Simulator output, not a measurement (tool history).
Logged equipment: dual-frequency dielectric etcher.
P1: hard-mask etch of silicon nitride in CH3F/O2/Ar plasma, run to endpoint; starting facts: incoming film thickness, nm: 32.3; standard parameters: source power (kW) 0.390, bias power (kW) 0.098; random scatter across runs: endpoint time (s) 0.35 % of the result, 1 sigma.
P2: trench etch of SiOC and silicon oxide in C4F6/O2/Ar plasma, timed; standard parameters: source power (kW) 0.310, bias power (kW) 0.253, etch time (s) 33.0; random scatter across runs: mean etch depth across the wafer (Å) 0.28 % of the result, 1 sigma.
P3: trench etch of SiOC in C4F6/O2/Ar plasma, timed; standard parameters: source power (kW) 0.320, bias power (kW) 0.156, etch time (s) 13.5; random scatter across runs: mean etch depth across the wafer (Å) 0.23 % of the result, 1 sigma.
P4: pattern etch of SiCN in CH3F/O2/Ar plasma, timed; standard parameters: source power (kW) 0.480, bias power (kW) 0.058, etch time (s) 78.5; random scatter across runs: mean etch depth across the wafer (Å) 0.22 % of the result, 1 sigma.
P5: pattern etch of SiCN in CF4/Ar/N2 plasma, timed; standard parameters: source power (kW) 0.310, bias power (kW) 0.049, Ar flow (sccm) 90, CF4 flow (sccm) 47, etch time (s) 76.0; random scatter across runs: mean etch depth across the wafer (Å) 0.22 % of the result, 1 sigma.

| run | hour | process that ran | source power (kW) | bias power (kW) | etch time (s) | Ar flow (sccm) | CF4 flow (sccm) | endpoint time (s) | mean etch depth across the wafer (Å) |
|---|---|---|---|---|---|---|---|---|---|
| 1 | 10.6 | P1 | 0.390 | 0.098 |  |  |  | 42.265 |  |
| 2 | 23.4 | P4 | 0.290 | 0.058 | 78.5 |  |  |  | 237.66 |
| 3 | 31.1 | P2 | 0.230 | 0.253 | 33.0 |  |  |  | 581.70 |
| 4 | 45.8 | P1 | 0.500 | 0.123 |  |  |  | 35.446 |  |
|  | 53.4 | bias power generator calibrated |
| 5 | 58.4 | P1 | 0.390 | 0.098 |  |  |  | 42.424 |  |
| 6 | 66.8 | P1 | 0.390 | 0.098 |  |  |  | 42.186 |  |
| 7 | 75.3 | P3 | 0.320 | 0.156 | 18.5 |  |  |  | 348.41 |
| 8 | 84.2 | P1 | 0.390 | 0.075 |  |  |  | 46.509 |  |
| 9 | 93.9 | P3 | 0.320 | 0.156 | 13.5 |  |  |  | 256.35 |
| 10 | 102.4 | P5 | 0.310 | 0.049 | 94.0 | 90 | 47 |  | 481.14 |
| 11 | 113.6 | P5 | 0.310 | 0.049 | 76.0 | 90 | 37 |  | 370.99 |
| 12 | 129.2 | P1 | 0.240 | 0.124 |  |  |  | 46.218 |  |
| 13 | 136.5 | P2 | 0.310 | 0.253 | 33.0 |  |  |  | 649.16 |
| 14 | 150.3 | P2 | 0.310 | 0.350 | 33.0 |  |  |  | 729.80 |
| 15 | 164.1 | P3 | 0.320 | 0.123 | 13.5 |  |  |  | 237.71 |
| 16 | 176.3 | P1 | 0.280 | 0.098 |  |  |  | 47.678 |  |
| 17 | 185.4 | P5 | 0.310 | 0.059 | 76.0 | 90 | 47 |  | 411.47 |
| 18 | 197.1 | P2 | 0.310 | 0.253 | 19.0 |  |  |  | 372.81 |
| 19 | 210.8 | P1 | 0.390 | 0.133 |  |  |  | 37.865 |  |
| 20 | 223.9 | P4 | 0.480 | 0.036 | 78.5 |  |  |  | 248.31 |
| 21 | 232.6 | P5 | 0.180 | 0.049 | 76.0 | 90 | 47 |  | 240.25 |
| 22 | 244.0 | P5 | 0.310 | 0.049 | 76.0 | 90 | 47 |  | 387.23 |
| 23 | 257.4 | P5 | 0.310 | 0.049 | 76.0 | 90 | 47 |  | 387.73 |
|  | 264.9 | source power generator calibrated |
| 24 | 272.6 | P4 | 0.480 | 0.058 | 78.5 |  |  |  | 287.07 |
| 25 | 282.9 | P4 | 0.480 | 0.058 | 97.5 |  |  |  | 357.06 |
| 26 | 295.5 | P1 | 0.530 | 0.098 |  |  |  | 37.688 |  |
| 27 | 311.2 | P5 | 0.310 | 0.049 | 76.0 | 119 | 47 |  | 367.35 |
| 28 | 318.9 | P1 | 0.390 | 0.098 |  |  |  | 42.436 |  |
| 29 | 331.7 | P3 | 0.210 | 0.156 | 13.5 |  |  |  | 216.26 |
| 30 | 339.2 | P1 | 0.390 | 0.098 |  |  |  | 42.677 |  |
| 31 | 347.2 | P1 | 0.390 | 0.098 |  |  |  | 42.601 |  |
| 32 | 360.3 | P1 | 0.390 | 0.098 |  |  |  | 42.805 |  |
| 33 | 373.3 | P1 | 0.390 | 0.098 |  |  |  | 42.842 |  |
| 34 | 389.9 | P1 | 0.390 | 0.098 |  |  |  | 43.160 |  |
|  | 399.0 | wet clean of the chamber |
| 35 | 403.2 | P1 | 0.390 | 0.098 |  |  |  | 43.258 |  |
| 36 | 416.3 | P1 | 0.390 | 0.098 |  |  |  | 43.313 |  |
| 37 | 432.5 | P1 | 0.390 | 0.098 |  |  |  | 43.072 |  |

P1 no longer gives what it gave before; its output has crept away from where it was. The following 2 causes, each at its listed size, fit the log equally well:
A: bias power that arrives under what is set, % = 4.65
B: source power that arrives under what is set, % = 4.56
The creep began at about hour 339.2.
Ruled out, with reasons:
chamber walls in a state that lowers the etch rate, %: work on it at hour 399.0, done after the drift set in, did not restore what the process gave before

Listed below are the offered check runs, one wafer per run, with question marks in place of results. For which of them would the causes give clearly different outcomes?
| check 1 | 448.7 | P4 | 0.480 | 0.058 | 78.5 |  |  |  | ? |
| check 2 | 448.7 | P2 | 0.310 | 0.253 | 33.0 |  |  |  | ? |
| check 3 | 448.7 | P5 | 0.310 | 0.049 | 76.0 | 90 | 47 |  | ? |
| check 4 | 448.7 | P3 | 0.320 | 0.156 | 13.5 |  |  |  | ? |

How each check would come out, cause by cause:
| check | result | if A | if B |
|---|---|---|---|
| check 1 | mean etch depth across the wafer (Å) | 283.74 | 283.11 |
| check 2 | mean etch depth across the wafer (Å) | 638.13 | 637.24 |
| check 3 | mean etch depth across the wafer (Å) | 380.92 | 371.63 |
| check 4 | mean etch depth across the wafer (Å) | 251.60 | 250.74 |
Separation of the two closest causes in each check, using whichever result separates them best: check 1 0.22 %; check 2 0.14 %; check 3 2.47 %; check 4 0.35 %
Only check 3 tells the causes apart: in the others they would give nearly the same result.

Check 3 has now been run. It gave: mean etch depth across the wafer (Å) 382.84. Which of the candidate causes is it?

It is A: bias power that arrives under what is set, %.
